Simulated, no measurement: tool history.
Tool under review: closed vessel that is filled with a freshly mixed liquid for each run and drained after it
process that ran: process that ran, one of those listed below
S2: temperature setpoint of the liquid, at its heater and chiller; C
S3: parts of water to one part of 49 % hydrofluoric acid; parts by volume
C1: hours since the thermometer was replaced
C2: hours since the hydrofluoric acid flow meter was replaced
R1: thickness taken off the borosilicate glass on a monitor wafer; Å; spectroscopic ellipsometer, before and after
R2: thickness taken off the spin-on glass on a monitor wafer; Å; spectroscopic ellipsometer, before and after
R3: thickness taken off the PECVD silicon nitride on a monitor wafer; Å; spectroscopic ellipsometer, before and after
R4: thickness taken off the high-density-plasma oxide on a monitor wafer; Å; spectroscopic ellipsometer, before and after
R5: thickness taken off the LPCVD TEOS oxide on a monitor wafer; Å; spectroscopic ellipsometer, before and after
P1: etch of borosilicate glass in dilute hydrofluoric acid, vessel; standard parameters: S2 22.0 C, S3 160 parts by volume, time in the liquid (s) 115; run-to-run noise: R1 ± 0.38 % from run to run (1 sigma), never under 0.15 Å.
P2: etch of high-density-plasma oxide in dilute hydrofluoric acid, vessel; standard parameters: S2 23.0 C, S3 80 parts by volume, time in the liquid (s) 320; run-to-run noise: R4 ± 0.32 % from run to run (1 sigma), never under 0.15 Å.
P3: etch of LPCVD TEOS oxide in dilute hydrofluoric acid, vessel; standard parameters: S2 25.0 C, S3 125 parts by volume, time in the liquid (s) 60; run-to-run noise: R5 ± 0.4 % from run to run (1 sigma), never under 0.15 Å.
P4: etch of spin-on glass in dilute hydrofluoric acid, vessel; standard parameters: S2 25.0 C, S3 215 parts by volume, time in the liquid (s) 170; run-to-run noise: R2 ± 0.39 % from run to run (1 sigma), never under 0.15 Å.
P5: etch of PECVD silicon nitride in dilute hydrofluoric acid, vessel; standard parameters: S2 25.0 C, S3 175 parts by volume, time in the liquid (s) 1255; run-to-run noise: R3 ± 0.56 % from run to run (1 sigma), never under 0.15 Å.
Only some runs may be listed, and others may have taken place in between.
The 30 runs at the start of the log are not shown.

{"run": 31, "hour": 112.8, "process that ran": "P3", "S2": 25.0, "S3": 125, "time in the liquid (s)": 90, "C1": 563.1, "C2": 378.9, "R5": 166.81}
{"run": 32, "hour": 117.6, "process that ran": "P5", "S2": 17.0, "S3": 175, "time in the liquid (s)": 1255, "C1": 567.9, "C2": 383.7, "R3": 98.15}
{"run": 33, "hour": 120.4, "process that ran": "P2", "S2": 23.0, "S3": 80, "time in the liquid (s)": 320, "C1": 570.7, "C2": 386.5, "R4": 203.09}
{"run": 34, "hour": 123.1, "process that ran": "P1", "S2": 22.0, "S3": 290, "time in the liquid (s)": 115, "C1": 573.4, "C2": 389.2, "R1": 59.88}
{"run": 35, "hour": 128.2, "process that ran": "P1", "S2": 22.0, "S3": 60, "time in the liquid (s)": 115, "C1": 578.5, "C2": 394.3, "R1": 368.24}
{"run": 36, "hour": 133.1, "process that ran": "P1", "S2": 22.0, "S3": 160, "time in the liquid (s)": 115, "C1": 583.4, "C2": 399.2, "R1": 121.98}
{"run": 37, "hour": 136.4, "process that ran": "P1", "S2": 22.0, "S3": 160, "time in the liquid (s)": 115, "C1": 586.7, "C2": 402.5, "R1": 125.53}
{"run": 38, "hour": 139.9, "process that ran": "P1", "S2": 22.0, "S3": 160, "time in the liquid (s)": 115, "C1": 590.2, "C2": 406.0, "R1": 127.22}
{"run": 39, "hour": 144.9, "process that ran": "P1", "S2": 22.0, "S3": 160, "time in the liquid (s)": 115, "C1": 595.2, "C2": 411.0, "R1": 128.9}
{"run": 40, "hour": 148.0, "process that ran": "P1", "S2": 22.0, "S3": 160, "time in the liquid (s)": 115, "C1": 598.3, "C2": 414.1, "R1": 131.36}
{"run": 41, "hour": 152.3, "process that ran": "P1", "S2": 22.0, "S3": 160, "time in the liquid (s)": 115, "C1": 602.6, "C2": 418.4, "R1": 131.53}
{"run": 42, "hour": 154.8, "process that ran": "P1", "S2": 22.0, "S3": 160, "time in the liquid (s)": 115, "C1": 605.1, "C2": 420.9, "R1": 130.44}
{"run": 43, "hour": 159.1, "process that ran": "P1", "S2": 22.0, "S3": 160, "time in the liquid (s)": 115, "C1": 609.4, "C2": 425.2, "R1": 132.02}
{"run": 44, "hour": 163.0, "process that ran": "P1", "S2": 22.0, "S3": 160, "time in the liquid (s)": 115, "C1": 613.3, "C2": 429.1, "R1": 133.27}
{"run": 45, "hour": 168.1, "process that ran": "P1", "S2": 22.0, "S3": 160, "time in the liquid (s)": 115, "C1": 618.4, "C2": 434.2, "R1": 132.5}
{"run": 46, "hour": 172.7, "process that ran": "P1", "S2": 22.0, "S3": 160, "time in the liquid (s)": 115, "C1": 623.0, "C2": 438.8, "R1": 133.38}

Run 47, settings as shown, results not yet in. Your forecast:
{"run": 47, "hour": 176.6, "process that ran": "P1", "S2": 22.0, "S3": 160, "time in the liquid (s)": 115, "C1": 626.9, "C2": 442.7, "R1": "?"}

R1: 133.250 Å

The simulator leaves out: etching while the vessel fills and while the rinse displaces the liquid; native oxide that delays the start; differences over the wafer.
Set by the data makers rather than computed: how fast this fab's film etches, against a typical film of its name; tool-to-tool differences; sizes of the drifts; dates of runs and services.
